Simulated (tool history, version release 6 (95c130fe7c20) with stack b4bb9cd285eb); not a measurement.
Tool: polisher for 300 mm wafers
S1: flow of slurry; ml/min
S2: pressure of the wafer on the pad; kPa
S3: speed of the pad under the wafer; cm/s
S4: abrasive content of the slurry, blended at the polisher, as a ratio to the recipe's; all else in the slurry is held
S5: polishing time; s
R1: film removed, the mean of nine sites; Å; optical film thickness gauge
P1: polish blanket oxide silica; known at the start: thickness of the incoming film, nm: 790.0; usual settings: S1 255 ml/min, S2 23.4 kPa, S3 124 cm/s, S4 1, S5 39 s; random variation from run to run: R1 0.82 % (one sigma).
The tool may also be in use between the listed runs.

run 1 day=0.283 | S1=255 S2=23.4 S3=124 S4=1 S5=39 | R1=902.85
run 2 day=0.488 | S1=255 S2=23.4 S3=192 S4=1 S5=39 | R1=1292.8
run 3 day=0.746 | S1=255 S2=14.5 S3=124 S4=1 S5=39 | R1=559.33
run 4 day=1.1 | S1=255 S2=33.8 S3=124 S4=0.55 S5=39 | R1=962.17
run 5 day=1.338 | S1=255 S2=35.9 S3=124 S4=1 S5=39 | R1=1393.5
run 6 day=1.646 | S1=255 S2=23.4 S3=124 S4=1 S5=39 | R1=895.38
run 7 day=2.042 | S1=170 S2=23.4 S3=124 S4=1 S5=39 | R1=868.07
run 8 day=2.292 | S1=255 S2=23.4 S3=124 S4=1 S5=39 | R1=901.79
run 9 day=2.642 | S1=255 S2=33.8 S3=124 S4=1 S5=27 | R1=918.25
run 10 day=2.896 | S1=255 S2=23.4 S3=124 S4=1.5 S5=39 | R1=1073.8
run 11 day=3.158 | S1=255 S2=23.4 S3=124 S4=0.5 S5=39 | R1=615.59
-- day=3.342 head pressure recalibrated
run 12 day=3.6 | S1=355 S2=23.4 S3=124 S4=1 S5=39 | R1=933.67
run 13 day=3.9 | S1=255 S2=23.4 S3=56 S4=1 S5=39 | R1=474.57
run 14 day=4.288 | S1=255 S2=23.4 S3=184 S4=1.25 S5=39 | R1=1374.4
run 15 day=4.488 | S1=255 S2=23.4 S3=124 S4=1 S5=18 | R1=418.49
-- day=4.683 slurry blender recalibrated
run 16 day=4.929 | S1=255 S2=23.4 S3=124 S4=1 S5=39 | R1=914.64
run 17 day=5.171 | S1=255 S2=23.4 S3=124 S4=1 S5=39 | R1=912.87
run 18 day=5.458 | S1=255 S2=23.4 S3=124 S4=1 S5=57 | R1=1328.1
run 19 day=5.779 | S1=255 S2=23.4 S3=124 S4=1 S5=39 | R1=901.28
run 20 day=6.221 | S1=255 S2=23.4 S3=124 S4=1 S5=39 | R1=877.14
run 21 day=6.521 | S1=255 S2=23.4 S3=124 S4=1 S5=39 | R1=856.96
run 22 day=6.983 | S1=255 S2=23.4 S3=124 S4=1 S5=39 | R1=828.72
run 23 day=7.346 | S1=255 S2=23.4 S3=124 S4=1 S5=39 | R1=832.81
run 24 day=7.725 | S1=255 S2=23.4 S3=124 S4=1 S5=39 | R1=822.16
-- day=7.738 head pressure recalibrated
-- day=7.879 conditioning disc replaced and pad reconditioned
-- day=8.054 slurry nozzle cleaned
run 25 day=8.138 | S1=255 S2=23.4 S3=124 S4=1 S5=39 | R1=805.26
run 26 day=8.525 | S1=255 S2=23.4 S3=124 S4=1 S5=39 | R1=807.1
run 27 day=8.858 | S1=255 S2=23.4 S3=124 S4=1 S5=39 | R1=796.74
run 28 day=9.088 | S1=255 S2=23.4 S3=124 S4=1 S5=39 | R1=799.71

What P1 gives has crept away from where it was. These 2 causes fit the log equally well, each at the size given:
A: removal rate lost through wear of the pad, % = 11.7
B: abrasive missing from the slurry, % = 22.6
The creep began at about day 5.779.
Why every other cause is out:
slurry flow missing at the pad, %: serviced at day 8.054, which brought nothing back
head's pressure below its setpoint, %: serviced at day 7.738, which brought nothing back
time polished since the conditioner stopped cutting, s: serviced at day 7.879, which brought nothing back

4 check runs are offered, each on 3 wafers whose results are averaged, their results left as question marks. Which one tells the causes apart?
run check 1 day=9.317 | S1=325 S2=29 S3=124 S4=1 S5=39 | R1=?
run check 2 day=9.317 | S1=255 S2=23.4 S3=124 S4=0.55 S5=39 | R1=?
run check 3 day=9.317 | S1=255 S2=23.4 S3=62 S4=1 S5=51 | R1=?
run check 4 day=9.317 | S1=255 S2=23.4 S3=56 S4=1 S5=39 | R1=?

What each check would give under each cause:
check=check_1 result=R1 if_A=1016.9 if_B=1016.7
check=check_2 result=R1 if_A=586.6 if_B=564.96
check=check_3 result=R1 if_A=604.43 if_B=604.32
check=check_4 result=R1 if_A=426.07 if_B=425.99
How far apart the two closest causes lie, in the result that separates them most: check 1 0.02 %; check 2 3.76 %; check 3 0.02 %; check 4 0.02 %
Only check 2 tells the causes apart: in the others they would give nearly the same result.

Check 2 was then run and gave: R1 562.61 Å. Which cause is it?

It is B: abrasive missing from the slurry, %.

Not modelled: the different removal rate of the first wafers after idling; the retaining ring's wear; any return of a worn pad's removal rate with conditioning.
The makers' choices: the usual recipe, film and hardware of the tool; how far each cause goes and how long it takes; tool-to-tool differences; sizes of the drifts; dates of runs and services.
